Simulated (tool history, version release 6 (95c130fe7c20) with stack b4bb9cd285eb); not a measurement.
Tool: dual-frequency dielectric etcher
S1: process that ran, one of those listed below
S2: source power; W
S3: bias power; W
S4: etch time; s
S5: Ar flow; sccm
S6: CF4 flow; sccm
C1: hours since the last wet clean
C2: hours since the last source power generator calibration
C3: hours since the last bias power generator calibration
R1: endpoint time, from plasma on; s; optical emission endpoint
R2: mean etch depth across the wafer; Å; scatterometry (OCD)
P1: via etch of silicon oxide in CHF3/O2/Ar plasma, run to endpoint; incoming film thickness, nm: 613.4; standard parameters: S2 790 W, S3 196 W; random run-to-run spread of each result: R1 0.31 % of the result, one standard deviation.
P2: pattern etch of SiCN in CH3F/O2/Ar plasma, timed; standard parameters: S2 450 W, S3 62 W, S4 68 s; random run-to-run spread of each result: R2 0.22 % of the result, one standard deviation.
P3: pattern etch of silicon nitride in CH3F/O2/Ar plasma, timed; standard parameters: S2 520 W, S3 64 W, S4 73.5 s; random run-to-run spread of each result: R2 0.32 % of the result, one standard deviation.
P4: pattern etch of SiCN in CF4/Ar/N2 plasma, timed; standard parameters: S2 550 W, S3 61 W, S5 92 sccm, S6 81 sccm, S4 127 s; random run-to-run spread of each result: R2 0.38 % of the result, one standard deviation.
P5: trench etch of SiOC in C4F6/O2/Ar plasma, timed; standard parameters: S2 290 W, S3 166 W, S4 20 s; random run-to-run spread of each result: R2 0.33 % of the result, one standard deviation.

| run | day | S1 | S2 | S3 | S4 | S5 | S6 | C1 | C2 | C3 | R1 | R2 |
|---|---|---|---|---|---|---|---|---|---|---|---|---|
| 1 | 0.133 | P1 | 790 | 196 |  |  |  | 457.1 | 3654.1 | 1173.8 | 269.04 |  |
| 2 | 0.258 | P5 | 290 | 227 | 20 |  |  | 460.1 | 3657.1 | 1176.8 |  | 403.37 |
| 3 | 0.338 | P5 | 290 | 166 | 20 |  |  | 462 | 3659 | 1178.7 |  | 361.4 |
| 4 | 0.525 | P1 | 1010 | 196 |  |  |  | 466.5 | 3663.5 | 1183.2 | 246.28 |  |
| 5 | 0.708 | P2 | 450 | 62 | 102 |  |  | 470.9 | 3667.9 | 1187.6 |  | 388.25 |
| 6 | 0.875 | P1 | 790 | 262 |  |  |  | 474.9 | 3671.9 | 1191.6 | 243.92 |  |
| 7 | 1.033 | P4 | 550 | 61 | 127 | 92 | 81 | 478.7 | 3675.7 | 1195.4 |  | 1302.4 |
| 8 | 1.15 | P2 | 450 | 88 | 68 |  |  | 481.5 | 3678.5 | 1198.2 |  | 292.37 |
| 9 | 1.25 | P3 | 520 | 64 | 73.5 |  |  | 483.9 | 3680.9 | 1200.6 |  | 551.41 |
| 10 | 1.346 | P3 | 520 | 44 | 73.5 |  |  | 486.2 | 3683.2 | 1202.9 |  | 493.14 |
| 11 | 1.462 | P1 | 790 | 196 |  |  |  | 489 | 3686 | 1205.7 | 269.53 |  |
| 12 | 1.583 | P1 | 1070 | 247 |  |  |  | 491.9 | 3688.9 | 1208.6 | 222 |  |
| 13 | 1.721 | P3 | 410 | 64 | 73.5 |  |  | 495.2 | 3692.2 | 1211.9 |  | 503.32 |
| 14 | 1.821 | P4 | 550 | 77 | 127 | 92 | 81 | 497.6 | 3694.6 | 1214.3 |  | 1399.9 |
| 15 | 1.938 | P2 | 280 | 62 | 68 |  |  | 500.4 | 3697.4 | 1217.1 |  | 216.01 |
| 16 | 2.017 | P4 | 550 | 61 | 127 | 92 | 81 | 502.3 | 3699.3 | 1219 |  | 1306.1 |
| 17 | 2.121 | P4 | 550 | 61 | 127 | 72 | 81 | 504.8 | 3701.8 | 1221.5 |  | 1351 |
| 18 | 2.25 | P3 | 520 | 64 | 40.5 |  |  | 507.9 | 3704.9 | 1224.6 |  | 302.75 |
| 19 | 2.371 | P1 | 790 | 196 |  |  |  | 510.8 | 3707.8 | 1227.5 | 269.79 |  |
| 20 | 2.496 | P4 | 400 | 61 | 127 | 92 | 81 | 513.8 | 3710.8 | 1230.5 |  | 988.48 |
| 21 | 2.667 | P5 | 290 | 166 | 12.5 |  |  | 517.9 | 3714.9 | 1234.6 |  | 225.26 |

Run 22 comes next. What will it give?
| 22 | 2.796 | P1 | 1000 | 134 |  |  |  | 521 | 3718 | 1237.7 | ? |  |

{"run 22": {"R1": 277.4}}
